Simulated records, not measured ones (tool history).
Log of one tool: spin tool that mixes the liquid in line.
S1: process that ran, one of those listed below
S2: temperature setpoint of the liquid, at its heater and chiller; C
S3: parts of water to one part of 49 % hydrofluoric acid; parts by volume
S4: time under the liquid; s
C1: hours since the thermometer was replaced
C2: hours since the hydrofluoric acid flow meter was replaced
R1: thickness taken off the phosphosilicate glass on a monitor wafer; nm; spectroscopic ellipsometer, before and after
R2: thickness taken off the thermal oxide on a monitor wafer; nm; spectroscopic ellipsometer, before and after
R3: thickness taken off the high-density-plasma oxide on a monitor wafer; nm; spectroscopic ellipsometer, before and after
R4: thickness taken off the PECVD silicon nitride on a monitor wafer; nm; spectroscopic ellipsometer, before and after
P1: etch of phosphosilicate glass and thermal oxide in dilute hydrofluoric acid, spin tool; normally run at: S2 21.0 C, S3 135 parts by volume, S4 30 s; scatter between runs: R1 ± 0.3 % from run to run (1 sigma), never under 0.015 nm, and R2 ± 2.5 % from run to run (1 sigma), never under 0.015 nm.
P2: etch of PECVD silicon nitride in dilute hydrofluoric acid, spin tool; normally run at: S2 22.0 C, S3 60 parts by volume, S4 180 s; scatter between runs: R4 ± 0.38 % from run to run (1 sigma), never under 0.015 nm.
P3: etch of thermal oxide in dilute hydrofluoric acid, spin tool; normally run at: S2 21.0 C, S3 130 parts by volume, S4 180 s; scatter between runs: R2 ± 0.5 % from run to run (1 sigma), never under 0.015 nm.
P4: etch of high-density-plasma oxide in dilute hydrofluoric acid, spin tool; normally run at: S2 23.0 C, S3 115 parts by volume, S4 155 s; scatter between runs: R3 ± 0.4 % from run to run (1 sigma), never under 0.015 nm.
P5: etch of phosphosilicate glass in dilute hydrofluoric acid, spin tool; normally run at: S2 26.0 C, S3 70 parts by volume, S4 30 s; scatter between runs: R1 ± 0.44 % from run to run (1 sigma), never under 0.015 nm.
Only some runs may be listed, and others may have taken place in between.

{"run": 1, "day": 0.408, "S1": "P1", "S2": 21.0, "S3": 135, "S4": 30, "C1": 593.2, "C2": 606.9, "R1": 26.429, "R2": 0.91798}
{"run": 2, "day": 0.754, "S1": "P1", "S2": 21.0, "S3": 60, "S4": 30, "C1": 601.5, "C2": 615.2, "R1": 64.076, "R2": 2.375}
{"run": 3, "day": 1.221, "S1": "P1", "S2": 17.0, "S3": 135, "S4": 30, "C1": 612.7, "C2": 626.4, "R1": 22.326, "R2": 0.81059}
{"run": 4, "day": 1.517, "S1": "P4", "S2": 18.0, "S3": 115, "S4": 155, "C1": 619.8, "C2": 633.5, "R3": 11.187}
{"run": 5, "day": 1.967, "S1": "P1", "S2": 21.0, "S3": 135, "S4": 30, "C1": 630.6, "C2": 644.3, "R1": 26.343, "R2": 0.94093}
{"run": 6, "day": 2.358, "S1": "P1", "S2": 21.0, "S3": 135, "S4": 30, "C1": 640.0, "C2": 653.7, "R1": 26.422, "R2": 0.94995}
{"run": 7, "day": 2.658, "S1": "P1", "S2": 21.0, "S3": 135, "S4": 30, "C1": 647.2, "C2": 660.9, "R1": 26.226, "R2": 0.99078}
{"run": 8, "day": 3.054, "S1": "P1", "S2": 21.0, "S3": 90, "S4": 15, "C1": 656.7, "C2": 670.4, "R1": 20.669, "R2": 0.79945}
{"run": 9, "day": 3.496, "S1": "P2", "S2": 22.0, "S3": 60, "S4": 180, "C1": 667.3, "C2": 681.0, "R4": 8.0078}
{"run": 10, "day": 3.917, "S1": "P1", "S2": 21.0, "S3": 135, "S4": 50, "C1": 677.4, "C2": 691.1, "R1": 43.603, "R2": 1.536}
{"run": 11, "day": 4.329, "S1": "P3", "S2": 21.0, "S3": 130, "S4": 95, "C1": 687.3, "C2": 701.0, "R2": 3.0022}
{"run": 12, "day": 4.608, "S1": "P1", "S2": 21.0, "S3": 220, "S4": 30, "C1": 694.0, "C2": 707.7, "R1": 14.835, "R2": 0.54679}
{"run": 13, "day": 4.988, "S1": "P5", "S2": 34.0, "S3": 70, "S4": 30, "C1": 703.1, "C2": 716.8, "R1": 74.161}
{"run": 14, "day": 5.475, "S1": "P1", "S2": 17.0, "S3": 135, "S4": 60, "C1": 714.8, "C2": 728.5, "R1": 44.676, "R2": 1.6681}
{"run": 15, "day": 5.8, "S1": "P2", "S2": 22.0, "S3": 95, "S4": 180, "C1": 722.6, "C2": 736.3, "R4": 5.0607}
{"run": 16, "day": 6.029, "S1": "P1", "S2": 21.0, "S3": 135, "S4": 30, "C1": 728.1, "C2": 741.8, "R1": 26.266, "R2": 0.94816}
{"run": 17, "day": 6.421, "S1": "P4", "S2": 23.0, "S3": 115, "S4": 155, "C1": 737.5, "C2": 751.2, "R3": 13.698}
{"run": 18, "day": 6.775, "S1": "P3", "S2": 25.0, "S3": 130, "S4": 180, "C1": 746.0, "C2": 759.7, "R2": 6.598}
{"run": 19, "day": 7.171, "S1": "P4", "S2": 23.0, "S3": 170, "S4": 155, "C1": 755.5, "C2": 769.2, "R3": 8.6747}
{"run": 20, "day": 7.438, "S1": "P3", "S2": 21.0, "S3": 50, "S4": 180, "C1": 761.9, "C2": 775.6, "R2": 16.128}
{"run": 21, "day": 7.712, "S1": "P5", "S2": 26.0, "S3": 70, "S4": 55, "C1": 768.5, "C2": 782.2, "R1": 100.41}
{"run": 22, "day": 7.962, "S1": "P2", "S2": 22.0, "S3": 60, "S4": 35, "C1": 774.5, "C2": 788.2, "R4": 1.5385}
{"run": 23, "day": 8.4, "S1": "P5", "S2": 26.0, "S3": 70, "S4": 30, "C1": 785.0, "C2": 798.7, "R1": 54.953}
{"run": 24, "day": 8.688, "S1": "P1", "S2": 21.0, "S3": 135, "S4": 15, "C1": 791.9, "C2": 805.6, "R1": 13.17, "R2": 0.49911}
{"run": 25, "day": 9.088, "S1": "P4", "S2": 23.0, "S3": 115, "S4": 280, "C1": 801.5, "C2": 815.2, "R3": 24.764}
{"run": 26, "day": 9.4, "S1": "P5", "S2": 26.0, "S3": 115, "S4": 30, "C1": 809.0, "C2": 822.7, "R1": 31.523}
{"run": 27, "day": 9.933, "S1": "P2", "S2": 22.0, "S3": 60, "S4": 180, "C1": 821.8, "C2": 835.5, "R4": 8.0085}
{"run": 28, "day": 10.288, "S1": "P1", "S2": 26.5, "S3": 135, "S4": 30, "C1": 830.3, "C2": 844.0, "R1": 32.517, "R2": 1.1786}
{"run": 29, "day": 10.771, "S1": "P2", "S2": 28.5, "S3": 60, "S4": 180, "C1": 841.9, "C2": 855.6, "R4": 12.214}
{"run": 30, "day": 11.129, "S1": "P3", "S2": 21.0, "S3": 130, "S4": 180, "C1": 850.5, "C2": 864.2, "R2": 5.6406}
{"run": 31, "day": 11.55, "S1": "P3", "S2": 21.0, "S3": 130, "S4": 180, "C1": 860.6, "C2": 874.3, "R2": 5.6441}
{"run": 32, "day": 11.796, "S1": "P5", "S2": 26.0, "S3": 70, "S4": 30, "C1": 866.5, "C2": 880.2, "R1": 54.273}
{"run": 33, "day": 12.225, "S1": "P1", "S2": 21.0, "S3": 135, "S4": 30, "C1": 876.8, "C2": 890.5, "R1": 26.447, "R2": 0.88237}
{"run": 34, "day": 12.746, "S1": "P1", "S2": 21.0, "S3": 135, "S4": 30, "C1": 889.3, "C2": 903.0, "R1": 26.366, "R2": 0.94049}
{"run": 35, "day": 13.142, "S1": "P1", "S2": 21.0, "S3": 135, "S4": 30, "C1": 898.8, "C2": 912.5, "R1": 27.138, "R2": 1.0053}
{"run": 36, "day": 13.642, "S1": "P1", "S2": 21.0, "S3": 135, "S4": 30, "C1": 910.8, "C2": 924.5, "R1": 27.93, "R2": 1.008}
{"run": 37, "day": 14.025, "S1": "P1", "S2": 21.0, "S3": 135, "S4": 30, "C1": 920.0, "C2": 933.7, "R1": 27.955, "R2": 1.0397}
{"run": 38, "day": 14.375, "S1": "P1", "S2": 21.0, "S3": 135, "S4": 30, "C1": 928.4, "C2": 942.1, "R1": 28.212, "R2": 1.1047}
{"run": 39, "day": 14.779, "S1": "P1", "S2": 21.0, "S3": 135, "S4": 30, "C1": 938.1, "C2": 951.8, "R1": 28.486, "R2": 1.0063}
{"run": 40, "day": 15.154, "S1": "P1", "S2": 21.0, "S3": 135, "S4": 30, "C1": 947.1, "C2": 960.8, "R1": 28.537, "R2": 1.035}
{"run": 41, "day": 15.671, "S1": "P1", "S2": 21.0, "S3": 135, "S4": 30, "C1": 959.5, "C2": 973.2, "R1": 28.563, "R2": 1.0012}
{"run": 42, "day": 16.204, "S1": "P1", "S2": 21.0, "S3": 135, "S4": 30, "C1": 972.3, "C2": 986.0, "R1": 28.536, "R2": 1.014}
{"run": 43, "day": 16.621, "S1": "P1", "S2": 21.0, "S3": 135, "S4": 30, "C1": 982.3, "C2": 996.0, "R1": 28.695, "R2": 1.0523}

Something has made what P1 gives creep away from where it was; the 2 causes below, each at its own stated size, fit the log equally well:
A: liquid hotter than its thermometer reads (K) = 2.2
B: hydrofluoric acid flow above the setpoint (%) = 7.87
The process output started creeping at around day 12.746.

Listed below are the offered check runs, one wafer per run, with question marks in place of results. For which of them would the causes give clearly different outcomes?
{"run": "check 1", "day": 17.038, "S1": "P3", "S2": 21.0, "S3": 130, "S4": 180, "R2": "?"}
{"run": "check 2", "day": 17.038, "S1": "P5", "S2": 26.0, "S3": 70, "S4": 30, "R1": "?"}
{"run": "check 3", "day": 17.038, "S1": "P2", "S2": 22.0, "S3": 60, "S4": 180, "R4": "?"}
{"run": "check 4", "day": 17.038, "S1": "P4", "S2": 23.0, "S3": 115, "S4": 155, "R3": "?"}

Outcome of each check run for each possible cause:
check=check_1 result=R2 if_A=6.15880 if_B=6.15440
check=check_2 result=R1 if_A=59.649 if_B=59.405
check=check_3 result=R4 if_A=9.2464 if_B=8.5820
check=check_4 result=R3 if_A=14.8810 if_B=14.8740
Smallest distance between any two causes, each pair judged by its most separating result, in per cent: check 1 0.07 %; check 2 0.41 %; check 3 7.46 %; check 4 0.05 %
The other checks would show nearly matching results whichever cause is true, so check 3 is the only one that separates the causes.

Here is what check 3 returned: R4 9.1972 nm. Which cause is it?

The cause is A: liquid hotter than its thermometer reads (K).
